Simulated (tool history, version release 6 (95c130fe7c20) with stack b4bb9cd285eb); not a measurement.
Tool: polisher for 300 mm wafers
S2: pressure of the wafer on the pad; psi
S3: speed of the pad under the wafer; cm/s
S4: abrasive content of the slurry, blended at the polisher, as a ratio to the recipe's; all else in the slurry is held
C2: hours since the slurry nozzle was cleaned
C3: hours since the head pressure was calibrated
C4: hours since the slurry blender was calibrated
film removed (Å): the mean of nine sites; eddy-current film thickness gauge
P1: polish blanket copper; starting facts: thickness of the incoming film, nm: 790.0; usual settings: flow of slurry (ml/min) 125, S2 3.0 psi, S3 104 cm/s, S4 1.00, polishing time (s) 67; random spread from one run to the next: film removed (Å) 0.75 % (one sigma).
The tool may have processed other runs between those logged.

Run 1, hour 9.8: flow of slurry (ml/min) 125, S2 3.0 psi, S3 104 cm/s, S4 1.00, polishing time (s) 67; wafers polished on this pad 469; C2 269.0; C3 350.3; C4 340.0. Result: film removed (Å) 1827.90.
Run 2, hour 19.3: flow of slurry (ml/min) 125, S2 3.0 psi, S3 104 cm/s, S4 1.00, polishing time (s) 67; wafers polished on this pad 586; C2 278.5; C3 359.8; C4 349.5. Result: film removed (Å) 1861.50.
Run 3, hour 26.2: flow of slurry (ml/min) 125, S2 3.0 psi, S3 104 cm/s, S4 1.45, polishing time (s) 67; wafers polished on this pad 672; C2 285.4; C3 366.7; C4 356.4. Result: film removed (Å) 2007.60.
At hour 28.9: slurry blender recalibrated.
Run 4, hour 36.0: flow of slurry (ml/min) 125, S2 3.0 psi, S3 150 cm/s, S4 1.00, polishing time (s) 36; wafers polished on this pad 793; C2 295.2; C3 376.5; C4 7.2. Result: film removed (Å) 1426.20.
Run 5, hour 46.8: flow of slurry (ml/min) 125, S2 3.0 psi, S3 130 cm/s, S4 1.00, polishing time (s) 67; wafers polished on this pad 926; C2 306.0; C3 387.3; C4 18.0. Result: film removed (Å) 2308.30.
Run 6, hour 54.5: flow of slurry (ml/min) 125, S2 3.0 psi, S3 104 cm/s, S4 1.00, polishing time (s) 98; wafers polished on this pad 1022; C2 313.7; C3 395.0; C4 25.7. Result: film removed (Å) 2722.00.
Run 7, hour 61.5: flow of slurry (ml/min) 125, S2 3.0 psi, S3 104 cm/s, S4 1.00, polishing time (s) 67; wafers polished on this pad 1108; C2 320.7; C3 402.0; C4 32.7. Result: film removed (Å) 1852.90.
Run 8, hour 66.9: flow of slurry (ml/min) 125, S2 1.5 psi, S3 138 cm/s, S4 1.00, polishing time (s) 67; wafers polished on this pad 1175; C2 326.1; C3 407.4; C4 38.1. Result: film removed (Å) 1223.90.
Run 9, hour 73.4: flow of slurry (ml/min) 125, S2 3.0 psi, S3 50 cm/s, S4 1.00, polishing time (s) 67; wafers polished on this pad 1256; C2 332.6; C3 413.9; C4 44.6. Result: film removed (Å) 884.95.
Run 10, hour 84.3: flow of slurry (ml/min) 75, S2 3.0 psi, S3 104 cm/s, S4 1.00, polishing time (s) 67; wafers polished on this pad 1390; C2 343.5; C3 424.8; C4 55.5. Result: film removed (Å) 1617.00.
Run 11, hour 94.6: flow of slurry (ml/min) 125, S2 3.0 psi, S3 104 cm/s, S4 1.00, polishing time (s) 67; wafers polished on this pad 1518; C2 353.8; C3 435.1; C4 65.8. Result: film removed (Å) 1854.90.
Run 12, hour 100.3: flow of slurry (ml/min) 185, S2 3.0 psi, S3 104 cm/s, S4 1.00, polishing time (s) 67; wafers polished on this pad 1588; C2 359.5; C3 440.8; C4 71.5. Result: film removed (Å) 1970.90.
Run 13, hour 107.4: flow of slurry (ml/min) 125, S2 3.0 psi, S3 104 cm/s, S4 1.00, polishing time (s) 67; wafers polished on this pad 1676; C2 366.6; C3 447.9; C4 78.6. Result: film removed (Å) 1855.40.
Run 14, hour 118.3: flow of slurry (ml/min) 125, S2 3.0 psi, S3 104 cm/s, S4 0.60, polishing time (s) 67; wafers polished on this pad 1811; C2 377.5; C3 458.8; C4 89.5. Result: film removed (Å) 1656.00.
Run 15, hour 126.1: flow of slurry (ml/min) 125, S2 4.2 psi, S3 104 cm/s, S4 1.00, polishing time (s) 67; wafers polished on this pad 1907; C2 385.3; C3 466.6; C4 97.3. Result: film removed (Å) 2567.90.
Run 16, hour 137.9: flow of slurry (ml/min) 125, S2 3.0 psi, S3 104 cm/s, S4 1.00, polishing time (s) 39; wafers polished on this pad 2053; C2 397.1; C3 478.4; C4 109.1. Result: film removed (Å) 1071.70.
Run 17, hour 149.4: flow of slurry (ml/min) 125, S2 2.2 psi, S3 104 cm/s, S4 1.00, polishing time (s) 67; wafers polished on this pad 2196; C2 408.6; C3 489.9; C4 120.6. Result: film removed (Å) 1371.50.

Predict the results of run 18:
Run 18, hour 154.7: flow of slurry (ml/min) 125, S2 3.0 psi, S3 104 cm/s, S4 1.00, polishing time (s) 67; wafers polished on this pad 2261; C2 413.9; C3 495.2; C4 125.9. Result: film removed (Å) ?.

film removed (Å): 1841.70
